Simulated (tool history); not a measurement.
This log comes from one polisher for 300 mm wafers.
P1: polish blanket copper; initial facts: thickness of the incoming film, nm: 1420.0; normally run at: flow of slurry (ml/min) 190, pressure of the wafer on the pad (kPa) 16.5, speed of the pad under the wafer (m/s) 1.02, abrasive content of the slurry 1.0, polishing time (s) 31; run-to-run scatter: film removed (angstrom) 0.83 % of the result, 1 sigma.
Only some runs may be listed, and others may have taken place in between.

run,day,flow of slurry (ml/min),pressure of the wafer on the pad (kPa),speed of the pad under the wafer (m/s),abrasive content of the slurry,polishing time (s),wafers polished on this pad,hours since the slurry nozzle was cleaned,hours since the head pressure was calibrated,hours since the slurry blender was calibrated,film removed (angstrom)
1,0.542,190,16.5,1.02,1.0,31,800,307.3,112.9,206.7,853.63
2,0.817,295,16.5,1.02,1.0,22,896,313.9,119.5,213.3,625.14
3,1.112,190,22.1,1.02,1.0,31,1000,321.0,126.6,220.4,1133.90
4,1.642,190,16.5,1.02,0.6,31,1186,333.7,139.3,233.1,757.11
5,2.229,135,16.5,1.02,1.0,21,1393,347.8,153.4,247.2,544.53
6,2.504,190,16.5,1.02,1.0,31,1489,354.4,160.0,253.8,846.96
# day 2.558: head pressure recalibrated
7,2.842,190,16.5,0.48,1.0,31,1608,362.5,6.8,261.9,402.41
8,3.217,190,16.5,1.02,1.0,31,1740,371.5,15.8,270.9,838.24
9,3.675,190,16.5,1.02,1.0,31,1901,382.5,26.8,281.9,841.70
10,4.162,190,16.5,1.02,1.0,31,2072,394.2,38.5,293.6,847.77
# day 4.675: slurry nozzle cleaned
11,4.679,190,16.5,1.54,1.0,31,2253,0.1,50.9,306.0,1262.10
12,5.050,190,16.5,1.02,1.5,31,2384,9.0,59.8,314.9,926.95
13,5.475,255,16.5,1.02,1.0,31,2533,19.2,70.0,325.1,867.95
14,5.779,190,16.5,1.30,1.0,41,2640,26.5,77.3,332.4,1431.90
15,6.071,115,16.5,1.02,1.0,31,2742,33.5,84.3,339.4,772.07
16,6.617,190,16.5,1.02,1.0,31,2934,46.6,97.4,352.5,824.57
17,6.900,190,12.4,1.02,1.0,31,3034,53.4,104.2,359.3,627.79
18,7.312,190,16.5,1.02,1.0,16,3179,63.3,114.1,369.2,431.26
19,7.629,190,16.5,1.02,1.0,48,3290,70.9,121.7,376.8,1310.90
20,7.933,190,16.5,1.02,1.0,31,3397,78.2,129.0,384.1,837.67
21,8.400,190,16.5,1.02,1.0,31,3561,89.4,140.2,395.3,817.91
22,8.738,190,16.5,1.02,1.0,31,3679,97.5,148.3,403.4,813.67
23,9.217,190,16.5,1.02,1.0,31,3848,109.0,159.8,414.9,797.11
# day 9.350: head pressure recalibrated
24,9.554,190,16.5,1.02,1.0,31,3966,117.1,5.0,423.0,788.95
# day 9.558: slurry blender recalibrated
25,9.867,190,16.5,1.02,1.0,31,4076,124.6,12.5,7.4,783.05
26,10.179,190,16.5,1.02,1.0,31,4186,132.1,20.0,14.9,785.76
27,10.642,190,16.5,1.02,1.0,31,4348,143.2,31.1,26.0,778.57
28,11.233,190,16.5,1.02,1.0,31,4556,157.4,45.3,40.2,788.06
29,11.733,190,16.5,1.02,1.0,31,4732,169.4,57.3,52.2,775.37

What P1 gives has crept off from where it sat before. The 2 causes that follow fit the log equally well, each at the size noted:
A: removal rate lost through wear of the pad, % = 7.95
B: slurry flow missing at the pad, % = 37.8
Creep in the process output first set in at about day 7.933.
Excluded causes, each with its reason:
head's pressure below its setpoint, %: was serviced at day 9.350, once the creep was under way, yet the earlier output never came back
abrasive missing from the slurry, %: was serviced at day 9.558, once the creep was under way, yet the earlier output never came back

4 check runs are offered, each on 3 wafers whose results are averaged, their results left as question marks. Which one tells the causes apart?
check 1,12.233,190,13.1,1.02,0.60,31,,,,,?
check 2,12.233,190,16.5,0.72,1.40,31,,,,,?
check 3,12.233,130,16.5,1.02,0.80,31,,,,,?
check 4,12.233,190,16.5,1.38,1.25,31,,,,,?

Predicted outcomes, by check and by cause:
check,result,if A,if B
check 1,film removed (angstrom),551.02,550.96
check 2,film removed (angstrom),587.98,587.91
check 3,film removed (angstrom),692.99,669.84
check 4,film removed (angstrom),1099.00,1098.90
Minimum pairwise separation of causes per check, each pair taken at its best-separating result: check 1 0.01 %; check 2 0.01 %; check 3 3.4 %; check 4 0.01 %
Check 3 distinguishes between the causes, while the remaining checks would return nearly the same result for all of them.

With check 3 done, the readings were: film removed (angstrom) 693.29. Identify which of the listed causes applies.

It was cause A: removal rate lost through wear of the pad, %.

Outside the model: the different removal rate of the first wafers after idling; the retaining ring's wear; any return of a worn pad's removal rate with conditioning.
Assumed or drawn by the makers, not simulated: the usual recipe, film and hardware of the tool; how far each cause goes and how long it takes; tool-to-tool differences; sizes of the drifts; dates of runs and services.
